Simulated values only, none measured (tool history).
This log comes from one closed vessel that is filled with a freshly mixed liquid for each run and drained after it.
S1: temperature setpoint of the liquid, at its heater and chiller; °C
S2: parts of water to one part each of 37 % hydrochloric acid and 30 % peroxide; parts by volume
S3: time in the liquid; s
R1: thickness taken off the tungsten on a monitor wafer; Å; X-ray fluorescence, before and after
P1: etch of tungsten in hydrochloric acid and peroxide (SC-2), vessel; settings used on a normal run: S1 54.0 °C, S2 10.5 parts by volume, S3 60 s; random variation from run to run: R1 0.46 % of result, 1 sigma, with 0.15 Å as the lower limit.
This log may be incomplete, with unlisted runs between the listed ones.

run,day,S1,S2,S3,R1
1,0.158,54.0,10.5,60,229.84
2,0.300,54.0,10.5,60,230.93
3,0.492,54.0,10.5,30,114.59
4,0.683,54.0,4.0,60,479.06
5,0.950,54.0,10.5,60,230.31
6,1.129,65.0,10.5,90,689.95
7,1.375,54.0,17.5,60,147.82
8,1.658,54.0,10.5,60,230.13
9,1.804,54.0,10.5,60,231.21
10,2.008,68.5,10.5,60,566.56
11,2.142,54.0,10.5,115,441.06
12,2.346,43.0,10.5,60,108.21
# day 2.396: chemicals flow meter replaced
13,2.492,54.0,15.5,85,231.14
14,2.729,54.0,10.5,60,229.35
15,2.975,54.0,10.5,60,220.92
16,3.121,54.0,10.5,60,214.46
17,3.404,54.0,10.5,60,212.04
# day 3.533: new drum of peroxide connected
18,3.633,54.0,10.5,60,208.57
19,3.829,54.0,10.5,60,207.66
20,4.088,54.0,10.5,60,208.68
21,4.333,54.0,10.5,60,206.71
22,4.496,54.0,10.5,60,206.23

P1 no longer gives what it gave before; its output has crept away from where it was. The following 2 causes, each at its listed size, fit the log equally well:
A: liquid colder than its thermometer reads (K) = 1.57
B: chemicals flow below the setpoint (%) = 11.4
At approximately day 2.729, the process output began to creep.
Each remaining cause and why it is not a fit:
peroxide weaker than its label (%): serviced at day 3.533, which brought nothing back

Consider the 4 check runs below, whose results appear as question marks and each of which averages 3 wafers. Which one distinguishes the causes, in that each cause would give it a clearly different result?
check 1,4.658,54.0,15.5,60,?
check 2,4.658,54.0,10.5,105,?
check 3,4.658,54.0,4.0,60,?
check 4,4.658,54.0,16.0,85,?

How each check would come out, cause by cause:
check,result,if A,if B
check 1,R1,148.13,147.35
check 2,R1,362.92,362.92
check 3,R1,432.05,440.90
check 4,R1,204.02,202.87
How far apart the two closest causes lie, in the result that separates them most: check 1 0.53 %; check 2 0 %; check 3 2.03 %; check 4 0.57 %
The causes can be told apart only by check 3. The other checks would give nearly the same results under each of them.

Running check 3 produced the following: R1 434.20 Å. Which one of the listed causes fits?

Of the candidate causes, it is A: liquid colder than its thermometer reads (K).
